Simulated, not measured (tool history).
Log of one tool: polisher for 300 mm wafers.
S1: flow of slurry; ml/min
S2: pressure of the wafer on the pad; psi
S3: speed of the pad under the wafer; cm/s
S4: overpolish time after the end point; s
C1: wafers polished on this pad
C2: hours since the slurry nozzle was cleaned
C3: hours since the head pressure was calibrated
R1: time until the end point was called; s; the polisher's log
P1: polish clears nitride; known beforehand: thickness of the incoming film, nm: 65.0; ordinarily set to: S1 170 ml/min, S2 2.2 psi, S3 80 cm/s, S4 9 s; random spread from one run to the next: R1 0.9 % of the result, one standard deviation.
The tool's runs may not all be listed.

run     day   S1   S2   S3  S4    C1     C2     C3       R1
  1   0.500  170  2.2   80   9   344  197.2  607.6  131.230
  2   1.138  170  2.2   38   9   432  212.5  622.9  273.570
  3   1.796  170  2.2   80  17   522  228.3  638.7  129.270
  4   2.496  115  2.2  100   9   619  245.1  655.5  111.810
  5   3.008  170  3.5   80   9   689  257.4  667.8   80.733
  6   3.612  170  2.2   80   9   773  271.9  682.3  126.820
  7   4.050  255  2.2   80   9   833  282.4  692.8  124.740
  8   4.354  230  2.2  112   9   875  289.7  700.1   88.815
  9   4.758  170  2.2   80   9   930  299.4  709.8  130.270
 10   5.454  170  3.1  114   9  1026  316.1  726.5   64.408
 11   5.933  170  2.2   80   9  1092  327.6  738.0  128.460
 12   6.500  170  1.5   80   9  1170  341.2  751.6  192.210
 13   7.008  100  2.2   80   9  1240  353.4  763.8  142.850
 14   7.688  170  2.2   80   3  1334  369.7  780.1  129.620
 15   8.308  170  2.2   80   9  1419  384.6  795.0  129.050
 16   8.825  170  2.2  118   9  1490  397.0  807.4   87.916
 17   9.479  170  2.2   80   9  1581  412.7  823.1  129.710
 18   9.800  170  2.2   80   9  1625  420.4  830.8  131.860
 19  10.262  170  2.2   80   9  1688  431.5  841.9  133.830
 20  10.783  170  2.2   80   9  1760  444.0  854.4  135.530
 21  11.483  170  2.2   80   9  1857  460.8  871.2  138.520
     11.733  -- head pressure recalibrated
 22  12.092  170  2.2   80   9  1940  475.4    8.6  139.940
 23  12.475  170  2.2   80   9  1993  484.6   17.8  140.690
 24  13.058  170  2.2   80   9  2074  498.6   31.8  140.760
 25  13.496  170  2.2   80   9  2134  509.1   42.3  139.930
 26  13.954  170  2.2   80   9  2197  520.1   53.3  141.630

P1 no longer gives what it gave before; its output has crept away from where it was. The following 2 causes, each at its listed size, fit the log equally well:
A: removal rate lost through wear of the pad, % = 7.92
B: slurry flow missing at the pad, % = 35.5
The drift started at roughly day 9.479.
Excluded causes, each with its reason:
head's pressure below its setpoint, %: serviced at day 11.733, after the drift had started, without restoring the earlier output

Below are 4 check runs, each averaged over 2 wafers, with their results shown as question marks. Which of them would give clearly different results depending on which cause is behind the drift?
check 1  14.412  170  1.7  80  14               ?
check 2  14.412  100  2.9  80   9               ?
check 3  14.412  170  2.7  80  17               ?
check 4  14.412  170  2.2  40   9               ?

What each check would give under each cause:
  check  result     if A     if B
check 1      R1  182.330  182.310
check 2      R1  118.630  124.620
check 3      R1  114.800  114.790
check 4      R1  281.790  281.750
How far apart the two closest causes lie, in the result that separates them most: check 1 0.01 %; check 2 4.92 %; check 3 0.01 %; check 4 0.01 %
Only in check 2 would the causes give clearly different results; in the remaining checks their results would be nearly the same.

Running check 2 produced the following: R1 124.080 s. Which one of the listed causes fits?

B is the cause: slurry flow missing at the pad, %.
